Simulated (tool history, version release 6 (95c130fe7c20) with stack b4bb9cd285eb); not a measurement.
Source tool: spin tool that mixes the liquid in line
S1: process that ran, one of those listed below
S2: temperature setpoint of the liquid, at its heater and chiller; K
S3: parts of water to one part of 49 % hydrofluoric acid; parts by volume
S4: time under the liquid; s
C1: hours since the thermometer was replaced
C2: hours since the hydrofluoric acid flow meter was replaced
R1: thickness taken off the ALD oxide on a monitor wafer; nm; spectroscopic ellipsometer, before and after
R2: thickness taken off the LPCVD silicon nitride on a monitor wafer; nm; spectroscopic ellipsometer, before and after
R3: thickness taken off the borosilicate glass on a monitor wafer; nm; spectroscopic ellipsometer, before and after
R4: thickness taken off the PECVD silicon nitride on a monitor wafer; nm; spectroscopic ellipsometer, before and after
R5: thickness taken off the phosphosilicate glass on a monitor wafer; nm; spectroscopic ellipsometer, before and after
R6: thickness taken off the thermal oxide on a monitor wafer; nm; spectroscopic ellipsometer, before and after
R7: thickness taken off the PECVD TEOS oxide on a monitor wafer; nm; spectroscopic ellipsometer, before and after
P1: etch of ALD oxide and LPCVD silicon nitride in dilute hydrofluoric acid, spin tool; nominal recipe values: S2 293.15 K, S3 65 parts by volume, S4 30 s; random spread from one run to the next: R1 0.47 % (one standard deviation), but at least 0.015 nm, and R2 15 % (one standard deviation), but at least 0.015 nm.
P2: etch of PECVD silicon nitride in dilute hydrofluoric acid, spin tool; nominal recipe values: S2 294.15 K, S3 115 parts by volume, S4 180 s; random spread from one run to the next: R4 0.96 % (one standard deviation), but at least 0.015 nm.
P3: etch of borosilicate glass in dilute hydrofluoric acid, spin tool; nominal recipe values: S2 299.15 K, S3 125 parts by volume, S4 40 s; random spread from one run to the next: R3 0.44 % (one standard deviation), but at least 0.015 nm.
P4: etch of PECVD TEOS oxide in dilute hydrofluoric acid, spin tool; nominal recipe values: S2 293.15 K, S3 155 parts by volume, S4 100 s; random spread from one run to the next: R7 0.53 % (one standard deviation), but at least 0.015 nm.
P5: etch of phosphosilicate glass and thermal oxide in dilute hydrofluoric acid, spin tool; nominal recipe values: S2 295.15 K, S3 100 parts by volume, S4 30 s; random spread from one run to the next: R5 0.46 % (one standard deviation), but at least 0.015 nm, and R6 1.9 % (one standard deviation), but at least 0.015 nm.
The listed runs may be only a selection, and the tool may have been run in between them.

Run 1, hour 11.6: S1 P1, S2 293.15 K, S3 65 parts by volume, S4 30 s; C1 987.7; C2 831.7. Result: R1 13.718 nm, R2 0.17531 nm.
Run 2, hour 20.7: S1 P3, S2 299.15 K, S3 30 parts by volume, S4 40 s; C1 996.8; C2 840.8. Result: R3 61.031 nm.
Run 3, hour 30.1: S1 P2, S2 294.15 K, S3 115 parts by volume, S4 330 s; C1 1006.2; C2 850.2. Result: R4 4.0221 nm.
Run 4, hour 38: S1 P5, S2 295.15 K, S3 100 parts by volume, S4 65 s; C1 1014.1; C2 858.1. Result: R5 118.61 nm, R6 2.9177 nm.
Run 5, hour 46.9: S1 P1, S2 293.15 K, S3 65 parts by volume, S4 15 s; C1 1023; C2 867. Result: R1 6.9234 nm, R2 0.095216 nm.
Run 6, hour 57.1: S1 P1, S2 293.15 K, S3 35 parts by volume, S4 30 s; C1 1033.2; C2 877.2. Result: R1 26.524 nm, R2 0.24211 nm.
Run 7, hour 66: S1 P4, S2 293.15 K, S3 155 parts by volume, S4 100 s; C1 1042.1; C2 886.1. Result: R7 4.4251 nm.
Run 8, hour 77.5: S1 P1, S2 293.15 K, S3 65 parts by volume, S4 30 s; C1 1053.6; C2 897.6. Result: R1 13.575 nm, R2 0.16254 nm.
Run 9, hour 86.4: S1 P2, S2 294.15 K, S3 115 parts by volume, S4 180 s; C1 1062.5; C2 906.5. Result: R4 2.2281 nm.
Run 10, hour 95.3: S1 P1, S2 297.15 K, S3 65 parts by volume, S4 30 s; C1 1071.4; C2 915.4. Result: R1 16.107 nm, R2 0.21382 nm.
Run 11, hour 104.5: S1 P1, S2 293.15 K, S3 90 parts by volume, S4 30 s; C1 1080.6; C2 924.6. Result: R1 9.5417 nm, R2 0.13618 nm.
Run 12, hour 116.3: S1 P2, S2 301.65 K, S3 115 parts by volume, S4 180 s; C1 1092.4; C2 936.4. Result: R4 3.6224 nm.
Run 13, hour 127.8: S1 P3, S2 290.65 K, S3 125 parts by volume, S4 40 s; C1 1103.9; C2 947.9. Result: R3 9.2764 nm.
Run 14, hour 138.4: S1 P2, S2 294.15 K, S3 190 parts by volume, S4 180 s; C1 1114.5; C2 958.5. Result: R4 1.3276 nm.
Run 15, hour 145.3: S1 P4, S2 293.15 K, S3 155 parts by volume, S4 15 s; C1 1121.4; C2 965.4. Result: R7 0.65915 nm.
Run 16, hour 151.1: S1 P3, S2 299.15 K, S3 125 parts by volume, S4 80 s; C1 1127.2; C2 971.2. Result: R3 26.106 nm.
Run 17, hour 157.4: S1 P5, S2 295.15 K, S3 100 parts by volume, S4 30 s; C1 1133.5; C2 977.5. Result: R5 54.7 nm, R6 1.3141 nm.
Run 18, hour 168.8: S1 P5, S2 303.15 K, S3 100 parts by volume, S4 30 s; C1 1144.9; C2 988.9. Result: R5 74.364 nm, R6 1.7781 nm.
Run 19, hour 177.6: S1 P1, S2 293.15 K, S3 65 parts by volume, S4 30 s; C1 1153.7; C2 997.7. Result: R1 13.765 nm, R2 0.16406 nm.
Run 20, hour 190.3: S1 P1, S2 299.15 K, S3 25 parts by volume, S4 30 s; C1 1166.4; C2 1010.4. Result: R1 48.385 nm, R2 0.48969 nm.
Run 21, hour 200.8: S1 P1, S2 293.15 K, S3 65 parts by volume, S4 30 s; C1 1176.9; C2 1020.9. Result: R1 13.596 nm, R2 0.22444 nm.
Run 22, hour 207.7: S1 P5, S2 295.15 K, S3 25 parts by volume, S4 30 s; C1 1183.8; C2 1027.8. Result: R5 241.01 nm, R6 5.8033 nm.
Run 23, hour 217.8: S1 P4, S2 293.15 K, S3 30 parts by volume, S4 100 s; C1 1193.9; C2 1037.9. Result: R7 26.031 nm.
Run 24, hour 225.3: S1 P3, S2 299.15 K, S3 125 parts by volume, S4 40 s; C1 1201.4; C2 1045.4. Result: R3 13.073 nm.
Run 25, hour 234.6: S1 P1, S2 293.15 K, S3 65 parts by volume, S4 65 s; C1 1210.7; C2 1054.7. Result: R1 29.55 nm, R2 0.29728 nm.
Run 26, hour 246.4: S1 P3, S2 299.15 K, S3 125 parts by volume, S4 40 s; C1 1222.5; C2 1066.5. Result: R3 13.051 nm.
Run 27, hour 257.3: S1 P1, S2 290.15 K, S3 65 parts by volume, S4 30 s; C1 1233.4; C2 1077.4. Result: R1 12.144 nm, R2 0.14826 nm.
Run 28, hour 267.2: S1 P1, S2 293.15 K, S3 65 parts by volume, S4 30 s; C1 1243.3; C2 1087.3. Result: R1 13.741 nm, R2 0.1538 nm.
Run 29, hour 275.8: S1 P1, S2 299.15 K, S3 65 parts by volume, S4 60 s; C1 1251.9; C2 1095.9. Result: R1 35.364 nm, R2 0.62867 nm.
Run 30, hour 288.1: S1 P1, S2 293.15 K, S3 65 parts by volume, S4 30 s; C1 1264.2; C2 1108.2. Result: R1 13.688 nm, R2 0.21312 nm.
Run 31, hour 297.7: S1 P1, S2 293.15 K, S3 65 parts by volume, S4 30 s; C1 1273.8; C2 1117.8. Result: R1 13.773 nm, R2 0.19497 nm.
Run 32, hour 306.8: S1 P4, S2 290.15 K, S3 155 parts by volume, S4 100 s; C1 1282.9; C2 1126.9. Result: R7 3.883 nm.
Run 33, hour 317.2: S1 P1, S2 293.15 K, S3 65 parts by volume, S4 30 s; C1 1293.3; C2 1137.3. Result: R1 13.688 nm, R2 0.16841 nm.
Run 34, hour 326.9: S1 P1, S2 293.15 K, S3 65 parts by volume, S4 30 s; C1 1303; C2 1147. Result: R1 14.125 nm, R2 0.17423 nm.
Run 35, hour 335.1: S1 P1, S2 293.15 K, S3 65 parts by volume, S4 30 s; C1 1311.2; C2 1155.2. Result: R1 14.295 nm, R2 0.16674 nm.
Run 36, hour 342.6: S1 P1, S2 293.15 K, S3 65 parts by volume, S4 30 s; C1 1318.7; C2 1162.7. Result: R1 14.279 nm, R2 0.19529 nm.
Run 37, hour 354.1: S1 P1, S2 293.15 K, S3 65 parts by volume, S4 30 s; C1 1330.2; C2 1174.2. Result: R1 14.634 nm, R2 0.18778 nm.
Run 38, hour 361.1: S1 P1, S2 293.15 K, S3 65 parts by volume, S4 30 s; C1 1337.2; C2 1181.2. Result: R1 14.657 nm, R2 0.14357 nm.
Run 39, hour 368.8: S1 P1, S2 293.15 K, S3 65 parts by volume, S4 30 s; C1 1344.9; C2 1188.9. Result: R1 14.614 nm, R2 0.18343 nm.
Run 40, hour 375.2: S1 P1, S2 293.15 K, S3 65 parts by volume, S4 30 s; C1 1351.3; C2 1195.3. Result: R1 14.81 nm, R2 0.22215 nm.
Run 41, hour 382.6: S1 P1, S2 293.15 K, S3 65 parts by volume, S4 30 s; C1 1358.7; C2 1202.7. Result: R1 14.71 nm, R2 0.16396 nm.
Run 42, hour 392.6: S1 P1, S2 293.15 K, S3 65 parts by volume, S4 30 s; C1 1368.7; C2 1212.7. Result: R1 14.88 nm, R2 0.18667 nm.
Run 43, hour 405: S1 P1, S2 293.15 K, S3 65 parts by volume, S4 30 s; C1 1381.1; C2 1225.1. Result: R1 14.801 nm, R2 0.098013 nm.

What P1 gives has crept away from where it was. These 2 causes fit the log equally well, each at the size given:
A: liquid hotter than its thermometer reads (K) = 1.84
B: hydrofluoric acid flow above the setpoint (%) = 7.41
Creep in the process output first set in at about hour 317.2.

Below are 4 check runs, each averaged over 3 wafers, with their results shown as question marks. Which of them would give clearly different results depending on which cause is behind the drift?
Run check 1, hour 417.4: S1 P5, S2 302.15 K, S3 35 parts by volume, S4 30 s. Result: R5 ?, R6 ?.
Run check 2, hour 417.4: S1 P3, S2 291.65 K, S3 35 parts by volume, S4 40 s. Result: R3 ?.
Run check 3, hour 417.4: S1 P4, S2 293.15 K, S3 70 parts by volume, S4 15 s. Result: R7 ?.
Run check 4, hour 417.4: S1 P2, S2 301.15 K, S3 115 parts by volume, S4 180 s. Result: R4 ?.

What every check run would give for each of its results, assuming each possible cause in turn:
  check  result    if A    if B
check 1      R5  243.17  243.59
check 1      R6  5.8044  5.8144
check 2      R3  41.192  40.978
check 3      R7  1.7276  1.7288
check 4      R4  3.8851  3.7175
Separation of the two closest causes in each check, using whichever result separates them best: check 1 0.17 %; check 2 0.52 %; check 3 0.07 %; check 4 4.41 %
The other checks would show nearly matching results whichever cause is true, so check 4 is the only one that separates the causes.

Check 4 was then run and gave: R4 3.6924 nm. Which cause is it?

The cause is B: hydrofluoric acid flow above the setpoint (%).
